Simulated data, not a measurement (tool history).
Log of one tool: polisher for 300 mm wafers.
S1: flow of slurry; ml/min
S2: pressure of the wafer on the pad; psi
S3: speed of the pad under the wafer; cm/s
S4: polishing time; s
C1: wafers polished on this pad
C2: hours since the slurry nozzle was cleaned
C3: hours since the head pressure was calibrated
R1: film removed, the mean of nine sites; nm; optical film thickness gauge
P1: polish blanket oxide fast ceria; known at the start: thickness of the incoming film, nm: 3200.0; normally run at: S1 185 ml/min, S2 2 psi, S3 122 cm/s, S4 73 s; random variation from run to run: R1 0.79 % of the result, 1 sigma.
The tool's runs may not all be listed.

Run 1, hour 13.3: S1 185 ml/min, S2 2 psi, S3 122 cm/s, S4 73 s; C1 561; C2 346; C3 563.8. Result: R1 1124.3 nm.
Run 2, hour 24.7: S1 185 ml/min, S2 2 psi, S3 122 cm/s, S4 33 s; C1 676; C2 357.4; C3 575.2. Result: R1 508.2 nm.
Run 3, hour 36.2: S1 185 ml/min, S2 3.1 psi, S3 122 cm/s, S4 73 s; C1 792; C2 368.9; C3 586.7. Result: R1 1729.7 nm.
Run 4, hour 49.9: S1 185 ml/min, S2 2 psi, S3 122 cm/s, S4 73 s; C1 930; C2 382.6; C3 600.4. Result: R1 1123.3 nm.
Run 5, hour 62.4: S1 185 ml/min, S2 2 psi, S3 122 cm/s, S4 73 s; C1 1056; C2 395.1; C3 612.9. Result: R1 1107.6 nm.
Run 6, hour 75.8: S1 185 ml/min, S2 2 psi, S3 54 cm/s, S4 73 s; C1 1192; C2 408.5; C3 626.3. Result: R1 499.97 nm.
Run 7, hour 85.3: S1 110 ml/min, S2 2 psi, S3 74 cm/s, S4 73 s; C1 1288; C2 418; C3 635.8. Result: R1 629.22 nm.
Run 8, hour 97.8: S1 185 ml/min, S2 2.7 psi, S3 72 cm/s, S4 73 s; C1 1414; C2 430.5; C3 648.3. Result: R1 895.03 nm.
Run 9, hour 111.8: S1 185 ml/min, S2 2 psi, S3 182 cm/s, S4 73 s; C1 1555; C2 444.5; C3 662.3. Result: R1 1675.3 nm.
Run 10, hour 126.3: S1 185 ml/min, S2 2 psi, S3 122 cm/s, S4 73 s; C1 1701; C2 459; C3 676.8. Result: R1 1128.7 nm.
Run 11, hour 136.5: S1 275 ml/min, S2 2 psi, S3 122 cm/s, S4 73 s; C1 1804; C2 469.2; C3 687. Result: R1 1174.1 nm.
Run 12, hour 149.8: S1 185 ml/min, S2 1.4 psi, S3 166 cm/s, S4 73 s; C1 1939; C2 482.5; C3 700.3. Result: R1 1061.9 nm.
Run 13, hour 158.2: S1 185 ml/min, S2 2 psi, S3 122 cm/s, S4 73 s; C1 2023; C2 490.9; C3 708.7. Result: R1 1122.9 nm.
Run 14, hour 166.9: S1 185 ml/min, S2 1.2 psi, S3 122 cm/s, S4 73 s; C1 2111; C2 499.6; C3 717.4. Result: R1 676.75 nm.
Run 15, hour 176.9: S1 110 ml/min, S2 2 psi, S3 122 cm/s, S4 73 s; C1 2212; C2 509.6; C3 727.4. Result: R1 1026.4 nm.
Run 16, hour 185.8: S1 185 ml/min, S2 2 psi, S3 122 cm/s, S4 73 s; C1 2302; C2 518.5; C3 736.3. Result: R1 1141.8 nm.
Run 17, hour 199.3: S1 185 ml/min, S2 2 psi, S3 122 cm/s, S4 97 s; C1 2438; C2 532; C3 749.8. Result: R1 1481.8 nm.
Run 18, hour 211.7: S1 185 ml/min, S2 2 psi, S3 122 cm/s, S4 73 s; C1 2563; C2 544.4; C3 762.2. Result: R1 1138.1 nm.
Run 19, hour 223.2: S1 185 ml/min, S2 2 psi, S3 122 cm/s, S4 73 s; C1 2680; C2 555.9; C3 773.7. Result: R1 1101.4 nm.
Run 20, hour 232.7: S1 185 ml/min, S2 2 psi, S3 122 cm/s, S4 73 s; C1 2775; C2 565.4; C3 783.2. Result: R1 1088.8 nm.
Run 21, hour 239.5: S1 185 ml/min, S2 2 psi, S3 122 cm/s, S4 73 s; C1 2844; C2 572.2; C3 790. Result: R1 1073.7 nm.
Run 22, hour 248.3: S1 185 ml/min, S2 2 psi, S3 122 cm/s, S4 73 s; C1 2933; C2 581; C3 798.8. Result: R1 1087.9 nm.
At hour 250.9: head pressure recalibrated.
Run 23, hour 256.3: S1 185 ml/min, S2 2 psi, S3 122 cm/s, S4 73 s; C1 3014; C2 589; C3 5.5. Result: R1 1068.5 nm.
Run 24, hour 270.3: S1 185 ml/min, S2 2 psi, S3 122 cm/s, S4 73 s; C1 3155; C2 603; C3 19.5. Result: R1 1045.2 nm.
Run 25, hour 280.9: S1 185 ml/min, S2 2 psi, S3 122 cm/s, S4 73 s; C1 3262; C2 613.6; C3 30.1. Result: R1 1043.4 nm.
Run 26, hour 291.9: S1 185 ml/min, S2 2 psi, S3 122 cm/s, S4 73 s; C1 3373; C2 624.6; C3 41.1. Result: R1 1052.8 nm.
Run 27, hour 302.2: S1 185 ml/min, S2 2 psi, S3 122 cm/s, S4 73 s; C1 3477; C2 634.9; C3 51.4. Result: R1 1041.3 nm.

What P1 gives has crept away from where it was. These 2 causes fit the log equally well, each at the size given:
A: slurry flow missing at the pad, % = 34.9
B: removal rate lost through wear of the pad, % = 7.19
The creep began at about hour 211.7.
Why every other cause is out:
head's pressure below its setpoint, %: serviced at hour 250.9, which brought nothing back

4 check runs are offered, each on 2 wafers whose results are averaged, their results left as question marks. Which one tells the causes apart?
Run check 1, hour 312.5: S1 185 ml/min, S2 2.9 psi, S3 122 cm/s, S4 56 s. Result: R1 ?.
Run check 2, hour 312.5: S1 110 ml/min, S2 2 psi, S3 122 cm/s, S4 54 s. Result: R1 ?.
Run check 3, hour 312.5: S1 185 ml/min, S2 2 psi, S3 174 cm/s, S4 34 s. Result: R1 ?.
Run check 4, hour 312.5: S1 185 ml/min, S2 2 psi, S3 152 cm/s, S4 73 s. Result: R1 ?.

What each check would give under each cause:
  check  result    if A    if B
check 1      R1  1160.9    1161
check 2      R1  672.06  702.45
check 3      R1   693.3  693.35
check 4      R1  1300.4  1300.4
How far apart the two closest causes lie, in the result that separates them most: check 1 0.01 %; check 2 4.42 %; check 3 0.01 %; check 4 0.01 %
Check 2 tells the causes apart: in the others they would give nearly the same result.

Check 2 was then run and gave: R1 670.64 nm. Which cause is it?

It is A: slurry flow missing at the pad, %.
